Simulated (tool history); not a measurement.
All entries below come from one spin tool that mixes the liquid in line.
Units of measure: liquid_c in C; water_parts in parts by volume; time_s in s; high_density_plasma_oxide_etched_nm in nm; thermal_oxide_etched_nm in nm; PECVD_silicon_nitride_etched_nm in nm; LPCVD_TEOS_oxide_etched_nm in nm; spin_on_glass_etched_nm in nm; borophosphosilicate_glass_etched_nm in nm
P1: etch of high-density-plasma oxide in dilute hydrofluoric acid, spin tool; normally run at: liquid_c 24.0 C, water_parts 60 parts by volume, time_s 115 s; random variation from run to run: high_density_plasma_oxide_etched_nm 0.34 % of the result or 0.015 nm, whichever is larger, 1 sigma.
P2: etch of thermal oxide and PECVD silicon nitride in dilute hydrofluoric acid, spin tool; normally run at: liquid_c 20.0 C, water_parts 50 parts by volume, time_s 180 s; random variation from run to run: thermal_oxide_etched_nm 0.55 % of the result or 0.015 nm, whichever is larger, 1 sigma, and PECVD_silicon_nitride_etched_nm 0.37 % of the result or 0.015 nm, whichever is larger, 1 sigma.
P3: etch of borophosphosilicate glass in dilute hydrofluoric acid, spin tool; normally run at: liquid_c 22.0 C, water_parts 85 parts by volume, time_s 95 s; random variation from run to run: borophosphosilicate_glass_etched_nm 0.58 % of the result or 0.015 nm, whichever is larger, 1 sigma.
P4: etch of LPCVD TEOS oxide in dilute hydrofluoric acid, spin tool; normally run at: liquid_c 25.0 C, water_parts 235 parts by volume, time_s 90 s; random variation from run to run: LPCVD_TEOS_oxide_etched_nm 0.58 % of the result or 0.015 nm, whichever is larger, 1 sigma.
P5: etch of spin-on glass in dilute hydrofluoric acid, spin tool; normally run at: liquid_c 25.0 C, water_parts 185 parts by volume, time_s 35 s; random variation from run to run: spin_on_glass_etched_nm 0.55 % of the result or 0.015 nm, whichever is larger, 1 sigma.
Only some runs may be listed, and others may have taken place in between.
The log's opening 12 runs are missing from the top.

run   hour  process  liquid_c  water_parts  time_s  high_density_plasma_oxide_etched_nm  thermal_oxide_etched_nm  PECVD_silicon_nitride_etched_nm  LPCVD_TEOS_oxide_etched_nm  spin_on_glass_etched_nm  borophosphosilicate_glass_etched_nm
 13   97.5       P3      17.0           85      95                                                                                                                                                                                   25.701
 14  102.6       P3      22.0          130      95                                                                                                                                                                                   19.704
 15  110.4       P2      20.0           50     260                                                        21.710                          15.3930
 16  118.6       P4      25.0           80      90                                                                                                                    38.0660
 17  123.7       P1      28.5           60     115                              25.3360
 18  135.0       P1      24.0           60     115                              21.1000
 19  144.6       P1      24.0           60     200                              36.7830
 20  152.0       P1      24.0           25     115                              53.2150
 21  159.9       P1      24.0           60     115                              21.2220
 22  169.5       P2      20.0           50     180                                                        14.913                          10.5990
 23  174.4       P1      18.5          100     115                               9.7465
 24  184.4       P1      24.0           60      55                              10.1600
 25  191.5       P3      22.0           85      95                                                                                                                                                                                   31.671
 26  201.8       P1      17.0           60     115                              15.8320

Forecast run 27:
 27  210.9       P1      24.0           60     115                                    ?

Run 27 measured high_density_plasma_oxide_etched_nm 21.1090 nm.
